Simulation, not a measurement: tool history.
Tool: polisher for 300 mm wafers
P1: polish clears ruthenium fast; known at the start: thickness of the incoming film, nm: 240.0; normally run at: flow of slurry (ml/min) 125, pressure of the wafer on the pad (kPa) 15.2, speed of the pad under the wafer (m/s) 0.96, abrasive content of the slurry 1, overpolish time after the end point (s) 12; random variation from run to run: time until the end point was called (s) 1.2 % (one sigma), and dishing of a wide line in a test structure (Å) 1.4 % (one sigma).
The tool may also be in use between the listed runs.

run,hour,flow of slurry (ml/min),pressure of the wafer on the pad (kPa),speed of the pad under the wafer (m/s),abrasive content of the slurry,overpolish time after the end point (s),time until the end point was called (s),dishing of a wide line in a test structure (Å)
1,5.9,125,15.2,0.96,1,12,80.867,273.21
2,10.9,125,15.2,0.96,1,4,80.129,101.63
3,16.5,195,15.2,0.96,1,12,75.23,306
4,22.9,125,15.2,0.96,1.4,12,70.37,327.94
5,26.8,125,15.2,0.96,1,12,80.64,283.59
6,30.3,125,15.2,0.96,1,12,83.314,278.92
# hour 32: head pressure recalibrated
7,34.4,125,15.2,1.38,0.5,12,84.846,283.75
8,39.8,75,15.2,0.96,1,12,92.039,253.24
9,44.8,125,15.2,0.72,1,12,109.52,213.14
10,48.5,125,15.2,0.96,0.75,12,93.884,248.49
11,53.6,125,10.3,0.96,1,12,119.21,198
12,56.9,125,15.2,0.96,1,23,81.645,496.67
13,60.2,125,15.2,1.52,1,12,51.26,425.65
14,63.1,125,15.2,0.96,1,12,81.371,279.87
15,69.4,125,24.1,0.96,1,12,51.15,440.21
16,75,125,15.2,0.96,1,12,82.017,282.95
17,80.2,125,15.2,0.96,1,12,85.9,264.39
18,85.7,125,15.2,0.96,1,12,86.084,262.43
19,89.4,125,15.2,0.96,1,12,89.738,260.06
20,94.9,125,15.2,0.96,1,12,89.421,262.6
# hour 95.1: worn pad replaced by a new one
21,98.8,125,15.2,0.96,1,12,91.203,248.77
# hour 100.3: head pressure recalibrated
22,102,125,15.2,0.96,1,12,92.843,258.94
23,108.1,125,15.2,0.96,1,12,91.541,258.01
24,111.7,125,15.2,0.96,1,12,91.118,252.2
25,118,125,15.2,0.96,1,12,90.313,255.71

What P1 gives has crept away from where it was. These 2 causes fit the log equally well, each at the size given:
A: abrasive missing from the slurry, % = 23.1
B: slurry flow missing at the pad, % = 39.2
The creep began at about hour 75.
Why every other cause is out:
removal rate lost through wear of the pad, %: serviced at hour 95.1, which brought nothing back
head's pressure below its setpoint, %: serviced at hour 100.3, which brought nothing back

4 check runs are offered, each on 5 wafers whose results are averaged, their results left as question marks. Which one tells the causes apart?
check 1,124.3,190,15.2,1.3,1,12,?,?
check 2,124.3,125,22.8,0.96,1,22,?,?
check 3,124.3,125,15.2,1.46,1,23,?,?
check 4,124.3,125,23.4,1.26,1,12,?,?

What each check would give under each cause:
check,result,if A,if B
check 1,time until the end point was called (s),63.434,60.949
check 1,dishing of a wide line in a test structure (Å),351.64,364.08
check 2,time until the end point was called (s),61.497,61.518
check 2,dishing of a wide line in a test structure (Å),594.92,594.76
check 3,time until the end point was called (s),60.654,60.675
check 3,dishing of a wide line in a test structure (Å),621.94,621.78
check 4,time until the end point was called (s),45.477,45.492
check 4,dishing of a wide line in a test structure (Å),466.61,466.48
How far apart the two closest causes lie, in the result that separates them most: check 1 4 %; check 2 0.03 %; check 3 0.03 %; check 4 0.03 %
Check 1 tells the causes apart: in the others they would give nearly the same result.

Check 1 was then run and gave: time until the end point was called (s) 62.824; dishing of a wide line in a test structure (Å) 354.16. Which cause is it?

It is A: abrasive missing from the slurry, %.
